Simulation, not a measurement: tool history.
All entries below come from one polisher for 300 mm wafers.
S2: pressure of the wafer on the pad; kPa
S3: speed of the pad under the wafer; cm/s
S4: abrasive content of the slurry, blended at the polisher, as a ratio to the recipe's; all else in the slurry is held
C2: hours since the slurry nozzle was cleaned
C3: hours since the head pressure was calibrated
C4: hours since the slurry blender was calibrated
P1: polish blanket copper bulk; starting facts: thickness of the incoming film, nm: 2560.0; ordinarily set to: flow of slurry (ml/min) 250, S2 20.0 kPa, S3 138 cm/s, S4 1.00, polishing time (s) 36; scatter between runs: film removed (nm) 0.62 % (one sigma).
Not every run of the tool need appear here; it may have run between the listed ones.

Run 1, day 0.383: flow of slurry (ml/min) 250, S2 20.0 kPa, S3 138 cm/s, S4 1.00, polishing time (s) 36; wafers polished on this pad 293; C2 254.9; C3 295.7; C4 54.5. Result: film removed (nm) 389.97.
Run 2, day 0.804: flow of slurry (ml/min) 250, S2 15.2 kPa, S3 138 cm/s, S4 1.00, polishing time (s) 36; wafers polished on this pad 440; C2 265.0; C3 305.8; C4 64.6. Result: film removed (nm) 296.63.
Run 3, day 1.425: flow of slurry (ml/min) 165, S2 20.0 kPa, S3 138 cm/s, S4 1.00, polishing time (s) 36; wafers polished on this pad 657; C2 279.9; C3 320.7; C4 79.5. Result: film removed (nm) 372.67.
Run 4, day 2.142: flow of slurry (ml/min) 250, S2 20.0 kPa, S3 138 cm/s, S4 1.45, polishing time (s) 36; wafers polished on this pad 908; C2 297.1; C3 337.9; C4 96.7. Result: film removed (nm) 423.06.
Run 5, day 2.846: flow of slurry (ml/min) 390, S2 20.0 kPa, S3 138 cm/s, S4 1.00, polishing time (s) 36; wafers polished on this pad 1154; C2 314.0; C3 354.8; C4 113.6. Result: film removed (nm) 410.05.
Run 6, day 3.475: flow of slurry (ml/min) 250, S2 20.0 kPa, S3 138 cm/s, S4 1.30, polishing time (s) 18; wafers polished on this pad 1374; C2 329.1; C3 369.9; C4 128.7. Result: film removed (nm) 207.05.
Run 7, day 3.854: flow of slurry (ml/min) 250, S2 20.0 kPa, S3 138 cm/s, S4 1.00, polishing time (s) 36; wafers polished on this pad 1506; C2 338.2; C3 379.0; C4 137.8. Result: film removed (nm) 393.25.
Run 8, day 4.492: flow of slurry (ml/min) 250, S2 20.0 kPa, S3 138 cm/s, S4 1.00, polishing time (s) 36; wafers polished on this pad 1729; C2 353.5; C3 394.3; C4 153.1. Result: film removed (nm) 391.45.
Run 9, day 5.017: flow of slurry (ml/min) 250, S2 29.0 kPa, S3 138 cm/s, S4 1.00, polishing time (s) 36; wafers polished on this pad 1912; C2 366.1; C3 406.9; C4 165.7. Result: film removed (nm) 567.54.
Run 10, day 5.533: flow of slurry (ml/min) 250, S2 20.0 kPa, S3 138 cm/s, S4 1.00, polishing time (s) 36; wafers polished on this pad 2093; C2 378.5; C3 419.3; C4 178.1. Result: film removed (nm) 389.35.
Run 11, day 6.271: flow of slurry (ml/min) 250, S2 20.0 kPa, S3 138 cm/s, S4 1.00, polishing time (s) 36; wafers polished on this pad 2351; C2 396.2; C3 437.0; C4 195.8. Result: film removed (nm) 391.05.
Run 12, day 6.721: flow of slurry (ml/min) 250, S2 20.0 kPa, S3 138 cm/s, S4 1.00, polishing time (s) 26; wafers polished on this pad 2508; C2 407.0; C3 447.8; C4 206.6. Result: film removed (nm) 284.28.
Run 13, day 7.321: flow of slurry (ml/min) 250, S2 20.0 kPa, S3 78 cm/s, S4 1.00, polishing time (s) 36; wafers polished on this pad 2718; C2 421.4; C3 462.2; C4 221.0. Result: film removed (nm) 219.47.
Run 14, day 7.650: flow of slurry (ml/min) 250, S2 20.0 kPa, S3 180 cm/s, S4 1.00, polishing time (s) 36; wafers polished on this pad 2833; C2 429.3; C3 470.1; C4 228.9. Result: film removed (nm) 511.79.
Run 15, day 8.250: flow of slurry (ml/min) 250, S2 20.0 kPa, S3 138 cm/s, S4 0.80, polishing time (s) 18; wafers polished on this pad 3042; C2 443.7; C3 484.5; C4 243.3. Result: film removed (nm) 186.52.
Run 16, day 8.779: flow of slurry (ml/min) 250, S2 20.0 kPa, S3 138 cm/s, S4 0.65, polishing time (s) 36; wafers polished on this pad 3227; C2 456.4; C3 497.2; C4 256.0. Result: film removed (nm) 358.64.
Run 17, day 9.254: flow of slurry (ml/min) 250, S2 20.0 kPa, S3 138 cm/s, S4 1.00, polishing time (s) 57; wafers polished on this pad 3393; C2 467.8; C3 508.6; C4 267.4. Result: film removed (nm) 614.99.
Run 18, day 9.667: flow of slurry (ml/min) 250, S2 20.0 kPa, S3 138 cm/s, S4 1.00, polishing time (s) 36; wafers polished on this pad 3537; C2 477.7; C3 518.5; C4 277.3. Result: film removed (nm) 395.67.
Run 19, day 10.004: flow of slurry (ml/min) 250, S2 20.0 kPa, S3 138 cm/s, S4 1.00, polishing time (s) 36; wafers polished on this pad 3655; C2 485.8; C3 526.6; C4 285.4. Result: film removed (nm) 389.25.
Run 20, day 10.596: flow of slurry (ml/min) 250, S2 20.0 kPa, S3 138 cm/s, S4 1.00, polishing time (s) 36; wafers polished on this pad 3862; C2 500.0; C3 540.8; C4 299.6. Result: film removed (nm) 383.10.
Run 21, day 11.262: flow of slurry (ml/min) 250, S2 20.0 kPa, S3 138 cm/s, S4 1.00, polishing time (s) 36; wafers polished on this pad 4095; C2 516.0; C3 556.8; C4 315.6. Result: film removed (nm) 377.42.
Run 22, day 11.858: flow of slurry (ml/min) 250, S2 20.0 kPa, S3 138 cm/s, S4 1.00, polishing time (s) 36; wafers polished on this pad 4303; C2 530.3; C3 571.1; C4 329.9. Result: film removed (nm) 375.82.
At day 11.921: worn pad replaced by a new one.
At day 12.171: slurry blender recalibrated.
Run 23, day 12.588: flow of slurry (ml/min) 250, S2 20.0 kPa, S3 138 cm/s, S4 1.00, polishing time (s) 36; wafers polished on this pad 234; C2 547.8; C3 588.6; C4 10.0. Result: film removed (nm) 371.84.
Run 24, day 13.008: flow of slurry (ml/min) 250, S2 20.0 kPa, S3 138 cm/s, S4 1.00, polishing time (s) 36; wafers polished on this pad 381; C2 557.9; C3 598.7; C4 20.1. Result: film removed (nm) 372.46.
Run 25, day 13.671: flow of slurry (ml/min) 250, S2 20.0 kPa, S3 138 cm/s, S4 1.00, polishing time (s) 36; wafers polished on this pad 612; C2 573.8; C3 614.6; C4 36.0. Result: film removed (nm) 374.14.

Expected results for the next run?
Run 26, day 14.275: flow of slurry (ml/min) 250, S2 20.0 kPa, S3 138 cm/s, S4 1.00, polishing time (s) 36; wafers polished on this pad 823; C2 588.3; C3 629.1; C4 50.5. Result: film removed (nm) ?.

Run 26 gave film removed (nm) 371.27.
